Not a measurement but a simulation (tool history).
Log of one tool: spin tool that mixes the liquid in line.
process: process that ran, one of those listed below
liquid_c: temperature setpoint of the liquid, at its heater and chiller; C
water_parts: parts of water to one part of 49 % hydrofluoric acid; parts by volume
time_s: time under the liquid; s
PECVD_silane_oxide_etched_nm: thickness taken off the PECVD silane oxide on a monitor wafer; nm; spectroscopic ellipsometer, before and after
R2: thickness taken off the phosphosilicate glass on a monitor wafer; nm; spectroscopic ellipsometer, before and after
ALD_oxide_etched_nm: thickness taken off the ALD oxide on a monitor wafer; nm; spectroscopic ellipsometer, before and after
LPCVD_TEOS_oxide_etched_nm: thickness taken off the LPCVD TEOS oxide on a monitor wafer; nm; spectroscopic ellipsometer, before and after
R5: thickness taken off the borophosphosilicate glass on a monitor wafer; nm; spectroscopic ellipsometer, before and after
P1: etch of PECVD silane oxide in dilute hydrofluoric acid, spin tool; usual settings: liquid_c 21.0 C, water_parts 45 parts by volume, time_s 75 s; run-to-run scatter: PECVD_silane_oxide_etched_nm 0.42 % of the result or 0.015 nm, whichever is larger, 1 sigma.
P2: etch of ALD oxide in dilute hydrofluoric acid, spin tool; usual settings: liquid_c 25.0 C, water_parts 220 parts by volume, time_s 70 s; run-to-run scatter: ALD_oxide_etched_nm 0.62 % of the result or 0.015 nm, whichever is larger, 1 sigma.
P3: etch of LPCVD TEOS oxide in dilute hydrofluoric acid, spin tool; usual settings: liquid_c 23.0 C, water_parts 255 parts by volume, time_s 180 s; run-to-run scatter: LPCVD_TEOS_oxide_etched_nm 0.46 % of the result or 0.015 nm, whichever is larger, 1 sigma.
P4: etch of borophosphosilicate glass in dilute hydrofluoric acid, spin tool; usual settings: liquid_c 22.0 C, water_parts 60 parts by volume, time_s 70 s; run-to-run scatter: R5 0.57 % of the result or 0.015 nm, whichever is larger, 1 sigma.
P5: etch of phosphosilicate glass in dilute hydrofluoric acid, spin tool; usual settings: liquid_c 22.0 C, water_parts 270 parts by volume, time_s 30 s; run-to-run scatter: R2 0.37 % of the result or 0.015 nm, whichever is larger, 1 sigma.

Run 1, hour 3.5: process P1, liquid_c 21.0 C, water_parts 45 parts by volume, time_s 75 s. Result: PECVD_silane_oxide_etched_nm 27.8840 nm.
Run 2, hour 7.9: process P5, liquid_c 30.0 C, water_parts 270 parts by volume, time_s 30 s. Result: R2 17.1330 nm.
Run 3, hour 14.5: process P1, liquid_c 21.0 C, water_parts 45 parts by volume, time_s 25 s. Result: PECVD_silane_oxide_etched_nm 9.3122 nm.
Run 4, hour 19.0: process P1, liquid_c 21.0 C, water_parts 25 parts by volume, time_s 75 s. Result: PECVD_silane_oxide_etched_nm 52.1170 nm.
Run 5, hour 25.8: process P1, liquid_c 17.0 C, water_parts 45 parts by volume, time_s 75 s. Result: PECVD_silane_oxide_etched_nm 23.5820 nm.
Run 6, hour 31.8: process P1, liquid_c 21.0 C, water_parts 45 parts by volume, time_s 115 s. Result: PECVD_silane_oxide_etched_nm 42.9140 nm.
Run 7, hour 37.7: process P1, liquid_c 21.0 C, water_parts 45 parts by volume, time_s 75 s. Result: PECVD_silane_oxide_etched_nm 28.1580 nm.
Run 8, hour 43.3: process P2, liquid_c 25.0 C, water_parts 220 parts by volume, time_s 70 s. Result: ALD_oxide_etched_nm 4.24930 nm.
Run 9, hour 48.2: process P5, liquid_c 22.0 C, water_parts 270 parts by volume, time_s 30 s. Result: R2 12.9860 nm.
Run 10, hour 55.3: process P3, liquid_c 23.0 C, water_parts 255 parts by volume, time_s 320 s. Result: LPCVD_TEOS_oxide_etched_nm 25.709 nm.
Run 11, hour 59.6: process P4, liquid_c 22.0 C, water_parts 20 parts by volume, time_s 70 s. Result: R5 120.560 nm.
Run 12, hour 64.6: process P5, liquid_c 22.0 C, water_parts 270 parts by volume, time_s 15 s. Result: R2 6.5121 nm.
Run 13, hour 71.9: process P1, liquid_c 21.0 C, water_parts 65 parts by volume, time_s 75 s. Result: PECVD_silane_oxide_etched_nm 18.8850 nm.
Run 14, hour 75.6: process P1, liquid_c 21.0 C, water_parts 60 parts by volume, time_s 115 s. Result: PECVD_silane_oxide_etched_nm 31.5010 nm.
Run 15, hour 82.7: process P1, liquid_c 21.0 C, water_parts 45 parts by volume, time_s 75 s. Result: PECVD_silane_oxide_etched_nm 28.0220 nm.
Run 16, hour 88.1: process P1, liquid_c 25.5 C, water_parts 45 parts by volume, time_s 75 s. Result: PECVD_silane_oxide_etched_nm 33.8170 nm.
Run 17, hour 91.8: process P1, liquid_c 21.0 C, water_parts 45 parts by volume, time_s 75 s. Result: PECVD_silane_oxide_etched_nm 28.0460 nm.
Run 18, hour 95.0: process P4, liquid_c 22.0 C, water_parts 60 parts by volume, time_s 70 s. Result: R5 38.141 nm.
Run 19, hour 99.8: process P4, liquid_c 22.0 C, water_parts 60 parts by volume, time_s 125 s. Result: R5 68.222 nm.
Run 20, hour 105.4: process P1, liquid_c 17.5 C, water_parts 20 parts by volume, time_s 75 s. Result: PECVD_silane_oxide_etched_nm 56.0620 nm.
Run 21, hour 112.2: process P1, liquid_c 21.0 C, water_parts 65 parts by volume, time_s 115 s. Result: PECVD_silane_oxide_etched_nm 29.1540 nm.
Run 22, hour 116.8: process P3, liquid_c 23.0 C, water_parts 55 parts by volume, time_s 180 s. Result: LPCVD_TEOS_oxide_etched_nm 82.917 nm.
Run 23, hour 120.4: process P4, liquid_c 17.0 C, water_parts 60 parts by volume, time_s 70 s. Result: R5 31.111 nm.
Run 24, hour 125.7: process P3, liquid_c 17.0 C, water_parts 255 parts by volume, time_s 180 s. Result: LPCVD_TEOS_oxide_etched_nm 11.488 nm.
Run 25, hour 131.8: process P2, liquid_c 25.0 C, water_parts 220 parts by volume, time_s 15 s. Result: ALD_oxide_etched_nm 0.91043 nm.
Run 26, hour 136.4: process P3, liquid_c 23.0 C, water_parts 255 parts by volume, time_s 180 s. Result: LPCVD_TEOS_oxide_etched_nm 14.427 nm.
Run 27, hour 143.3: process P2, liquid_c 31.5 C, water_parts 220 parts by volume, time_s 70 s. Result: ALD_oxide_etched_nm 5.33790 nm.
Run 28, hour 149.7: process P5, liquid_c 22.0 C, water_parts 65 parts by volume, time_s 30 s. Result: R2 67.1260 nm.
Run 29, hour 156.7: process P1, liquid_c 21.0 C, water_parts 45 parts by volume, time_s 75 s. Result: PECVD_silane_oxide_etched_nm 28.0180 nm.
Run 30, hour 163.8: process P2, liquid_c 25.0 C, water_parts 220 parts by volume, time_s 70 s. Result: ALD_oxide_etched_nm 4.27950 nm.
Run 31, hour 167.6: process P2, liquid_c 25.0 C, water_parts 100 parts by volume, time_s 70 s. Result: ALD_oxide_etched_nm 10.64500 nm.
Run 32, hour 173.9: process P1, liquid_c 21.0 C, water_parts 45 parts by volume, time_s 75 s. Result: PECVD_silane_oxide_etched_nm 28.2090 nm.
Run 33, hour 178.6: process P1, liquid_c 21.0 C, water_parts 45 parts by volume, time_s 75 s. Result: PECVD_silane_oxide_etched_nm 27.3310 nm.
Run 34, hour 183.0: process P1, liquid_c 21.0 C, water_parts 45 parts by volume, time_s 75 s. Result: PECVD_silane_oxide_etched_nm 27.0500 nm.
Run 35, hour 187.5: process P1, liquid_c 21.0 C, water_parts 45 parts by volume, time_s 75 s. Result: PECVD_silane_oxide_etched_nm 26.5430 nm.
Run 36, hour 194.4: process P1, liquid_c 21.0 C, water_parts 45 parts by volume, time_s 75 s. Result: PECVD_silane_oxide_etched_nm 26.3920 nm.
Run 37, hour 201.0: process P1, liquid_c 21.0 C, water_parts 45 parts by volume, time_s 75 s. Result: PECVD_silane_oxide_etched_nm 26.1670 nm.
Run 38, hour 204.5: process P1, liquid_c 21.0 C, water_parts 45 parts by volume, time_s 75 s. Result: PECVD_silane_oxide_etched_nm 26.0070 nm.
Run 39, hour 211.8: process P1, liquid_c 21.0 C, water_parts 45 parts by volume, time_s 75 s. Result: PECVD_silane_oxide_etched_nm 26.1280 nm.
Run 40, hour 218.3: process P1, liquid_c 21.0 C, water_parts 45 parts by volume, time_s 75 s. Result: PECVD_silane_oxide_etched_nm 25.8510 nm.
Run 41, hour 224.8: process P1, liquid_c 21.0 C, water_parts 45 parts by volume, time_s 75 s. Result: PECVD_silane_oxide_etched_nm 25.9410 nm.

What P1 gives has crept away from where it was. These 2 causes fit the log equally well, each at the size given:
A: hydrofluoric acid flow below the setpoint (%) = 7.21
B: liquid colder than its thermometer reads (K) = 1.86
The creep began at about hour 173.9.

4 check runs are offered, each on 3 wafers whose results are averaged, their results left as question marks. Which one tells the causes apart?
Run check 1, hour 231.3: process P5, liquid_c 22.0 C, water_parts 70 parts by volume, time_s 30 s. Result: R2 ?.
Run check 2, hour 231.3: process P4, liquid_c 22.0 C, water_parts 25 parts by volume, time_s 120 s. Result: R5 ?.
Run check 3, hour 231.3: process P3, liquid_c 23.0 C, water_parts 70 parts by volume, time_s 180 s. Result: LPCVD_TEOS_oxide_etched_nm ?.
Run check 4, hour 231.3: process P2, liquid_c 30.0 C, water_parts 220 parts by volume, time_s 70 s. Result: ALD_oxide_etched_nm ?.

What each check would give under each cause:
  check                      result     if A     if B
check 1                          R2  57.4220  57.6680
check 2                          R5  152.550  152.150
check 3  LPCVD_TEOS_oxide_etched_nm   59.410   59.711
check 4         ALD_oxide_etched_nm  4.58850  4.73330
How far apart the two closest causes lie, in the result that separates them most: check 1 0.43 %; check 2 0.26 %; check 3 0.51 %; check 4 3.11 %
Check 4 tells the causes apart: in the others they would give nearly the same result.

Check 4 was then run and gave: ALD_oxide_etched_nm 4.76980 nm. Which cause is it?

It is B: liquid colder than its thermometer reads (K).
